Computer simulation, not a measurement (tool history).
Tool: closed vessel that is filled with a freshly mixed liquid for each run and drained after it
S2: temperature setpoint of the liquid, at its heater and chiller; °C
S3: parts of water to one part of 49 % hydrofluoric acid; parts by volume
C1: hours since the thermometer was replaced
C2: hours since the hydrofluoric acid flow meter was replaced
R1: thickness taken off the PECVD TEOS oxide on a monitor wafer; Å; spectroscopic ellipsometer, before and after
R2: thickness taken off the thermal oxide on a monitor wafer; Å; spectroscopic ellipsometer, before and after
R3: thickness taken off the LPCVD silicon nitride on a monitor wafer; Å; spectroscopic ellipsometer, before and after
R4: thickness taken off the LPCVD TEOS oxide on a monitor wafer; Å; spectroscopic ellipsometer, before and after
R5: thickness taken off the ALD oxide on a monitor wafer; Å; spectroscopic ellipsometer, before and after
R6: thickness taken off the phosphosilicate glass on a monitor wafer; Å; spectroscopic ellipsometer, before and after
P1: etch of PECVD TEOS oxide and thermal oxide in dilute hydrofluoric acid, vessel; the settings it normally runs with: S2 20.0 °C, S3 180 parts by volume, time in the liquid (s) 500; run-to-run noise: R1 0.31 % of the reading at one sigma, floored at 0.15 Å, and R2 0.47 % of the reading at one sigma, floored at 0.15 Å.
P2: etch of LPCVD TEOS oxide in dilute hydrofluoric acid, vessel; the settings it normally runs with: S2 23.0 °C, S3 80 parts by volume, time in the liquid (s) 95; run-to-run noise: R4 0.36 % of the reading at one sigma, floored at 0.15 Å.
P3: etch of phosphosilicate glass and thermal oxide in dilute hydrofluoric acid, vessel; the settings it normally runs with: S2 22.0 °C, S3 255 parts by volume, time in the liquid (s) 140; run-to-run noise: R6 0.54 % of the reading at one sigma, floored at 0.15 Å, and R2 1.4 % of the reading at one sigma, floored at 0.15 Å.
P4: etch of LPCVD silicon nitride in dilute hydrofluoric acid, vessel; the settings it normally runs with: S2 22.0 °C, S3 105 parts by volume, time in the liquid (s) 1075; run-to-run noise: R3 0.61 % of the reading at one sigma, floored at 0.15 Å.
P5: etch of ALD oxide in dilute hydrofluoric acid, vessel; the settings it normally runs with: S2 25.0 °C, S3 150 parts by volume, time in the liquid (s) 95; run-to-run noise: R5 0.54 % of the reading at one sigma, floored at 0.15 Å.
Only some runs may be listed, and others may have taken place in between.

Run 1, hour 11.0: process that ran P1, S2 20.0 °C, S3 180 parts by volume, time in the liquid (s) 500; C1 326.8; C2 600.0. Result: R1 189.640 Å, R2 102.7400 Å.
Run 2, hour 21.9: process that ran P4, S2 22.0 °C, S3 105 parts by volume, time in the liquid (s) 1075; C1 337.7; C2 610.9. Result: R3 47.6180 Å.
Run 3, hour 32.5: process that ran P2, S2 28.0 °C, S3 80 parts by volume, time in the liquid (s) 95; C1 348.3; C2 621.5. Result: R4 340.57 Å.
Run 4, hour 42.0: process that ran P1, S2 20.0 °C, S3 180 parts by volume, time in the liquid (s) 500; C1 357.8; C2 631.0. Result: R1 189.950 Å, R2 103.5100 Å.
Run 5, hour 51.4: process that ran P2, S2 23.0 °C, S3 80 parts by volume, time in the liquid (s) 95; C1 367.2; C2 640.4. Result: R4 279.63 Å.
Run 6, hour 62.1: process that ran P4, S2 17.0 °C, S3 105 parts by volume, time in the liquid (s) 1075; C1 377.9; C2 651.1. Result: R3 34.2090 Å.
Run 7, hour 72.6: process that ran P5, S2 25.0 °C, S3 150 parts by volume, time in the liquid (s) 95; C1 388.4; C2 661.6. Result: R5 72.761 Å.
Run 8, hour 79.4: process that ran P1, S2 27.0 °C, S3 180 parts by volume, time in the liquid (s) 300; C1 395.2; C2 668.4. Result: R1 147.840 Å, R2 81.6480 Å.
Run 9, hour 85.7: process that ran P1, S2 20.0 °C, S3 180 parts by volume, time in the liquid (s) 500; C1 401.5; C2 674.7. Result: R1 190.510 Å, R2 104.1900 Å.
Run 10, hour 99.0: process that ran P1, S2 20.0 °C, S3 315 parts by volume, time in the liquid (s) 500; C1 414.8; C2 688.0. Result: R1 95.578 Å, R2 52.4890 Å.
Run 11, hour 107.9: process that ran P2, S2 23.0 °C, S3 80 parts by volume, time in the liquid (s) 135; C1 423.7; C2 696.9. Result: R4 396.29 Å.
Run 12, hour 120.9: process that ran P1, S2 17.0 °C, S3 180 parts by volume, time in the liquid (s) 500; C1 436.7; C2 709.9. Result: R1 169.510 Å, R2 91.8930 Å.
Run 13, hour 128.8: process that ran P1, S2 20.0 °C, S3 180 parts by volume, time in the liquid (s) 100; C1 444.6; C2 717.8. Result: R1 38.000 Å, R2 21.0780 Å.
Run 14, hour 138.4: process that ran P1, S2 20.0 °C, S3 180 parts by volume, time in the liquid (s) 500; C1 454.2; C2 727.4. Result: R1 191.300 Å, R2 103.6200 Å.
Run 15, hour 150.3: process that ran P3, S2 22.0 °C, S3 255 parts by volume, time in the liquid (s) 140; C1 466.1; C2 739.3. Result: R2 20.0410 Å, R6 252.00 Å.
Run 16, hour 157.5: process that ran P1, S2 20.0 °C, S3 180 parts by volume, time in the liquid (s) 865; C1 473.3; C2 746.5. Result: R1 329.680 Å, R2 179.9000 Å.
Run 17, hour 168.1: process that ran P5, S2 25.0 °C, S3 150 parts by volume, time in the liquid (s) 95; C1 483.9; C2 757.1. Result: R5 72.394 Å.
Run 18, hour 176.1: process that ran P5, S2 25.0 °C, S3 65 parts by volume, time in the liquid (s) 95; C1 491.9; C2 765.1. Result: R5 185.800 Å.
Run 19, hour 184.0: process that ran P4, S2 22.0 °C, S3 65 parts by volume, time in the liquid (s) 1075; C1 499.8; C2 773.0. Result: R3 77.4830 Å.
Run 20, hour 192.2: process that ran P1, S2 23.5 °C, S3 180 parts by volume, time in the liquid (s) 500; C1 508.0; C2 781.2. Result: R1 217.700 Å, R2 119.0200 Å.
Run 21, hour 200.7: process that ran P4, S2 22.0 °C, S3 105 parts by volume, time in the liquid (s) 65; C1 516.5; C2 789.7. Result: R3 2.8395 Å.
Run 22, hour 211.5: process that ran P3, S2 17.0 °C, S3 255 parts by volume, time in the liquid (s) 140; C1 527.3; C2 800.5. Result: R2 16.3080 Å, R6 206.47 Å.
Run 23, hour 223.9: process that ran P3, S2 22.0 °C, S3 445 parts by volume, time in the liquid (s) 140; C1 539.7; C2 812.9. Result: R2 9.6161 Å, R6 120.87 Å.
Run 24, hour 231.1: process that ran P1, S2 20.0 °C, S3 180 parts by volume, time in the liquid (s) 500; C1 546.9; C2 820.1. Result: R1 190.450 Å, R2 104.3700 Å.
At hour 232.4: hydrofluoric acid flow meter replaced.
Run 25, hour 238.8: process that ran P5, S2 17.5 °C, S3 150 parts by volume, time in the liquid (s) 95; C1 554.6; C2 6.5. Result: R5 53.947 Å.
Run 26, hour 249.9: process that ran P1, S2 20.0 °C, S3 75 parts by volume, time in the liquid (s) 500; C1 565.7; C2 17.6. Result: R1 512.410 Å, R2 280.7800 Å.
At hour 252.9: thermometer replaced.
Run 27, hour 263.5: process that ran P2, S2 23.0 °C, S3 80 parts by volume, time in the liquid (s) 95; C1 10.7; C2 31.2. Result: R4 277.43 Å.
Run 28, hour 276.1: process that ran P4, S2 22.0 °C, S3 105 parts by volume, time in the liquid (s) 1075; C1 23.3; C2 43.8. Result: R3 48.2070 Å.
Run 29, hour 283.3: process that ran P3, S2 22.0 °C, S3 255 parts by volume, time in the liquid (s) 230; C1 30.5; C2 51.0. Result: R2 32.3620 Å, R6 410.38 Å.
Run 30, hour 292.2: process that ran P2, S2 23.0 °C, S3 120 parts by volume, time in the liquid (s) 95; C1 39.4; C2 59.9. Result: R4 177.78 Å.
Run 31, hour 299.9: process that ran P1, S2 20.0 °C, S3 180 parts by volume, time in the liquid (s) 500; C1 47.1; C2 67.6. Result: R1 191.560 Å, R2 104.8500 Å.
Run 32, hour 308.7: process that ran P5, S2 25.0 °C, S3 150 parts by volume, time in the liquid (s) 145; C1 55.9; C2 76.4. Result: R5 111.270 Å.
Run 33, hour 316.8: process that ran P1, S2 20.0 °C, S3 180 parts by volume, time in the liquid (s) 500; C1 64.0; C2 84.5. Result: R1 190.100 Å, R2 104.7600 Å.
Run 34, hour 324.3: process that ran P1, S2 20.0 °C, S3 180 parts by volume, time in the liquid (s) 500; C1 71.5; C2 92.0. Result: R1 186.220 Å, R2 102.4200 Å.
Run 35, hour 332.4: process that ran P1, S2 20.0 °C, S3 180 parts by volume, time in the liquid (s) 500; C1 79.6; C2 100.1. Result: R1 185.600 Å, R2 101.3100 Å.
Run 36, hour 345.5: process that ran P1, S2 20.0 °C, S3 180 parts by volume, time in the liquid (s) 500; C1 92.7; C2 113.2. Result: R1 181.960 Å, R2 100.7000 Å.
Run 37, hour 352.3: process that ran P1, S2 20.0 °C, S3 180 parts by volume, time in the liquid (s) 500; C1 99.5; C2 120.0. Result: R1 181.950 Å, R2 99.8220 Å.
Run 38, hour 364.7: process that ran P1, S2 20.0 °C, S3 180 parts by volume, time in the liquid (s) 500; C1 111.9; C2 132.4. Result: R1 180.480 Å, R2 98.5660 Å.
Run 39, hour 377.0: process that ran P1, S2 20.0 °C, S3 180 parts by volume, time in the liquid (s) 500; C1 124.2; C2 144.7. Result: R1 179.550 Å, R2 98.3640 Å.
Run 40, hour 385.5: process that ran P1, S2 20.0 °C, S3 180 parts by volume, time in the liquid (s) 500; C1 132.7; C2 153.2. Result: R1 179.900 Å, R2 98.3110 Å.
Run 41, hour 393.9: process that ran P1, S2 20.0 °C, S3 180 parts by volume, time in the liquid (s) 500; C1 141.1; C2 161.6. Result: R1 180.530 Å, R2 97.2070 Å.
Run 42, hour 400.1: process that ran P1, S2 20.0 °C, S3 180 parts by volume, time in the liquid (s) 500; C1 147.3; C2 167.8. Result: R1 180.170 Å, R2 97.7510 Å.
Run 43, hour 407.1: process that ran P1, S2 20.0 °C, S3 180 parts by volume, time in the liquid (s) 500; C1 154.3; C2 174.8. Result: R1 180.390 Å, R2 98.4360 Å.

P1 has crept away from where it was. The log is fitted equally well by each of these 2 causes, at the sizes shown:
A: liquid colder than its thermometer reads (K) = 1.48
B: hydrofluoric acid flow below the setpoint (%) = 4.78
Creep in the process output first set in at about hour 316.8.

Listed below are the offered check runs, one wafer per run, with question marks in place of results. For which of them would the causes give clearly different outcomes?
Run check 1, hour 414.1: process that ran P3, S2 22.0 °C, S3 255 parts by volume, time in the liquid (s) 140. Result: R2 ?, R6 ?.
Run check 2, hour 414.1: process that ran P2, S2 23.0 °C, S3 80 parts by volume, time in the liquid (s) 95. Result: R4 ?.
Run check 3, hour 414.1: process that ran P4, S2 22.0 °C, S3 105 parts by volume, time in the liquid (s) 1075. Result: R3 ?.
Run check 4, hour 414.1: process that ran P5, S2 25.0 °C, S3 150 parts by volume, time in the liquid (s) 95. Result: R5 ?.

Expected result of each check under each candidate cause:
  check  result     if A     if B
check 1      R2  18.8590  18.7320
check 1      R6   236.97   235.37
check 2      R4   261.91   263.60
check 3      R3  43.4170  45.7100
check 4      R5   68.602   68.512
Distance between the nearest two causes, measured in the result of the check that separates them most: check 1 0.68 %; check 2 0.64 %; check 3 5.15 %; check 4 0.13 %
The causes can be told apart only by check 3. The other checks would give nearly the same results under each of them.

Check 3 was then run and gave: R3 42.9520 Å. Which cause is it?

It was cause A: liquid colder than its thermometer reads (K).
